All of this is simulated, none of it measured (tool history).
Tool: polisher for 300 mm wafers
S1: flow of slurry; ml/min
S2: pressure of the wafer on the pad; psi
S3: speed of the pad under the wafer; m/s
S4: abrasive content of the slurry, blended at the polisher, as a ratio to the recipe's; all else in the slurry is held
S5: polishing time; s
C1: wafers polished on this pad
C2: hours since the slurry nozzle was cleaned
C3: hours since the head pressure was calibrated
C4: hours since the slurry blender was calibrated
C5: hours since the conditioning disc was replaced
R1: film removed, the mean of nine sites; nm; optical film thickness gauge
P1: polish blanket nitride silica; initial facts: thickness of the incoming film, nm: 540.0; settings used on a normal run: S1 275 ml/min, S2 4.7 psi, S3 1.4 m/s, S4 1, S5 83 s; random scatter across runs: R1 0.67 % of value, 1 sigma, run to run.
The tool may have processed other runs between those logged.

run  hour   S1   S2    S3    S4   S5   C1     C2     C3     C4     C5      R1
  1   3.1  275  4.7   1.4     1   83  411  218.5    105   86.4   78.7  79.752
  2   6.5  165  4.7   1.4     1   83  434  221.9  108.4   89.8   82.1  74.434
  3   8.6  275  4.7   1.4  0.55   83  449    224  110.5   91.9   84.2  58.753
  4  11.7  215    3   1.4     1   83  471  227.1  113.6     95   87.3  50.104
  5    14  275  4.7   1.4     1  111  487  229.4  115.9   97.3   89.6  106.87
  6  17.3  275  4.7   1.4     1   83  511  232.7  119.2  100.6   92.9  79.636
  7  20.6  350  4.7   1.4     1   83  534    236  122.5  103.9   96.2   82.34
  8  23.2  275  4.7   1.4     1   44  552  238.6  125.1  106.5   98.8  42.746
  9  27.2  275  4.7   1.4  1.45   83  580  242.6  129.1  110.5  102.8  92.683
 10  29.3  275  4.7   1.4     1   83  595  244.7  131.2  112.6  104.9  80.725
 11  32.1  275  2.2   1.4     1   83  615  247.5    134  115.4  107.7  37.956
 12  35.2  275  7.3   1.4     1   83  637  250.6  137.1  118.5  110.8  123.61
 13  37.5  275  4.7   1.4     1   83  653  252.9  139.4  120.8  113.1  81.379
 14  41.6  275  4.7  2.16     1   83  682    257  143.5  124.9  117.2  113.54
 15  45.5  275  4.7   1.4     1   83  709  260.9  147.4  128.8  121.1  79.495
 16  49.6  275  4.7   0.7     1   83  738    265  151.5  132.9  125.2  46.553
 17  52.4  275  4.7   1.4     1   83  758  267.8  154.3  135.7    128  80.909
 18  55.5  275  4.7   1.4     1   83  780  270.9  157.4  138.8  131.1  80.739
 19  57.9  275  4.7   1.4     1   83  797  273.3  159.8  141.2  133.5  79.551
 20  61.9  275  4.7   1.4     1   83  825  277.3  163.8  145.2  137.5  77.482
 21  64.4  275  4.7   1.4     1   83  842  279.8  166.3  147.7    140  77.463
 22  66.8  275  4.7   1.4     1   83  859  282.2  168.7  150.1  142.4  75.179
     69.4  -- worn pad replaced by a new one
 23  70.4  275  4.7   1.4     1   83    7  285.8  172.3  153.7    146   75.11
 24  72.6  275  4.7   1.4     1   83   22    288  174.5  155.9  148.2  74.721
     73.1  -- conditioning disc replaced and pad reconditioned
 25  75.5  275  4.7   1.4     1   83   43  290.9  177.4  158.8    2.4  74.683
     76.4  -- slurry nozzle cleaned
 26  77.4  275  4.7   1.4     1   83   56      1  179.3  160.7    4.3  74.833
 27  79.3  275  4.7   1.4     1   83   70    2.9  181.2  162.6    6.2  75.516
 28  82.2  275  4.7   1.4     1   83   90    5.8  184.1  165.5    9.1  75.297
 29  85.8  275  4.7   1.4     1   83  116    9.4  187.7  169.1   12.7  74.821

Compared with where it was, what P1 gives has crept away. Each cause listed below fits the log as well as the rest, at the size given for it:
A: head's pressure below its setpoint, % = 6.94
B: abrasive missing from the slurry, % = 14.1
Onset of the creep was near hour 55.5.
Ruled out, with reasons:
removal rate lost through wear of the pad, %: work on it at hour 69.4, done after the drift set in, did not restore what the process gave before
slurry flow missing at the pad, %: work on it at hour 76.4, done after the drift set in, did not restore what the process gave before
time polished since the conditioner stopped cutting, s: work on it at hour 73.1, done after the drift set in, did not restore what the process gave before

4 check runs are offered, each on 5 wafers whose results are averaged, their results left as question marks. Which one tells the causes apart?
check 1  89.4  275  4.7  2.14     1  83                       ?
check 2  89.4  275  2.4   1.4     1  83                       ?
check 3  89.4  275  4.7   1.4  0.55  83                       ?
check 4  89.4  275    3  0.72     1  83                       ?

Outcome of each check run for each possible cause:
  check  result    if A    if B
check 1      R1  105.21  105.21
check 2      R1  38.261   38.26
check 3      R1  54.616  53.408
check 4      R1  28.095  28.094
Smallest distance between any two causes, each pair judged by its most separating result, in per cent: check 1 0 %; check 2 0 %; check 3 2.24 %; check 4 0 %
Only in check 3 would the causes give clearly different results; in the remaining checks their results would be nearly the same.

Check 3 was carried out, with these results: R1 53.247 nm. Which of the listed causes is responsible?

B is the cause: abrasive missing from the slurry, %.
